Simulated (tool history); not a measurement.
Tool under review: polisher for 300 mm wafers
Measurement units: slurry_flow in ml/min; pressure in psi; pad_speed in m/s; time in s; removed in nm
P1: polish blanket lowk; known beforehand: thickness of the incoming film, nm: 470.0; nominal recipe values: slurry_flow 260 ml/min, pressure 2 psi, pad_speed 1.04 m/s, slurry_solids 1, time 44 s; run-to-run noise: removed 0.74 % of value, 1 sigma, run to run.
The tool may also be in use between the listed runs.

Run 1, hour 17.4: slurry_flow 260 ml/min, pressure 2 psi, pad_speed 1.04 m/s, slurry_solids 1, time 44 s. Result: removed 20.527 nm.
Run 2, hour 36.7: slurry_flow 260 ml/min, pressure 2 psi, pad_speed 1.04 m/s, slurry_solids 0.75, time 26 s. Result: removed 10.48 nm.
Run 3, hour 48.6: slurry_flow 260 ml/min, pressure 2 psi, pad_speed 1.04 m/s, slurry_solids 1, time 44 s. Result: removed 20.552 nm.
Run 4, hour 59.4: slurry_flow 260 ml/min, pressure 2 psi, pad_speed 0.6 m/s, slurry_solids 1, time 44 s. Result: removed 12.958 nm.
Run 5, hour 71.7: slurry_flow 260 ml/min, pressure 2.8 psi, pad_speed 1.04 m/s, slurry_solids 1, time 44 s. Result: removed 28.535 nm.
At hour 80.2: slurry nozzle cleaned.
Run 6, hour 88.6: slurry_flow 260 ml/min, pressure 2 psi, pad_speed 1.04 m/s, slurry_solids 1, time 69 s. Result: removed 31.732 nm.
Run 7, hour 99: slurry_flow 155 ml/min, pressure 2 psi, pad_speed 1.04 m/s, slurry_solids 1, time 44 s. Result: removed 19.068 nm.
Run 8, hour 115: slurry_flow 260 ml/min, pressure 2 psi, pad_speed 1.04 m/s, slurry_solids 1.4, time 44 s. Result: removed 23.725 nm.
Run 9, hour 131.7: slurry_flow 260 ml/min, pressure 2 psi, pad_speed 1.04 m/s, slurry_solids 1, time 44 s. Result: removed 20.266 nm.
Run 10, hour 146.2: slurry_flow 260 ml/min, pressure 2 psi, pad_speed 1.04 m/s, slurry_solids 1, time 44 s. Result: removed 20.674 nm.
Run 11, hour 163.5: slurry_flow 260 ml/min, pressure 2 psi, pad_speed 1.04 m/s, slurry_solids 1, time 44 s. Result: removed 20.474 nm.
Run 12, hour 174.9: slurry_flow 325 ml/min, pressure 2 psi, pad_speed 1.04 m/s, slurry_solids 1, time 44 s. Result: removed 20.894 nm.
Run 13, hour 193.2: slurry_flow 160 ml/min, pressure 2 psi, pad_speed 1.56 m/s, slurry_solids 1, time 44 s. Result: removed 26.416 nm.
Run 14, hour 201.6: slurry_flow 260 ml/min, pressure 1.1 psi, pad_speed 1.04 m/s, slurry_solids 1, time 44 s. Result: removed 11.241 nm.
Run 15, hour 210.5: slurry_flow 260 ml/min, pressure 2 psi, pad_speed 0.58 m/s, slurry_solids 1, time 64 s. Result: removed 18.714 nm.
Run 16, hour 220.4: slurry_flow 260 ml/min, pressure 2 psi, pad_speed 1.6 m/s, slurry_solids 1, time 44 s. Result: removed 28.762 nm.
Run 17, hour 230.4: slurry_flow 260 ml/min, pressure 2 psi, pad_speed 1.04 m/s, slurry_solids 1, time 44 s. Result: removed 20.467 nm.
At hour 233.6: head pressure recalibrated.
Run 18, hour 247: slurry_flow 260 ml/min, pressure 2 psi, pad_speed 1.04 m/s, slurry_solids 1, time 44 s. Result: removed 20.367 nm.
Run 19, hour 257.8: slurry_flow 260 ml/min, pressure 2 psi, pad_speed 1.04 m/s, slurry_solids 1, time 29 s. Result: removed 13.341 nm.
Run 20, hour 273.6: slurry_flow 260 ml/min, pressure 2 psi, pad_speed 1.04 m/s, slurry_solids 0.5, time 44 s. Result: removed 14.119 nm.

Run 21, settings as shown, results not yet in. Your forecast:
Run 21, hour 287.6: slurry_flow 260 ml/min, pressure 2 psi, pad_speed 1.04 m/s, slurry_solids 1, time 44 s. Result: removed ?.

Run 21 produced removed 20.331 nm.
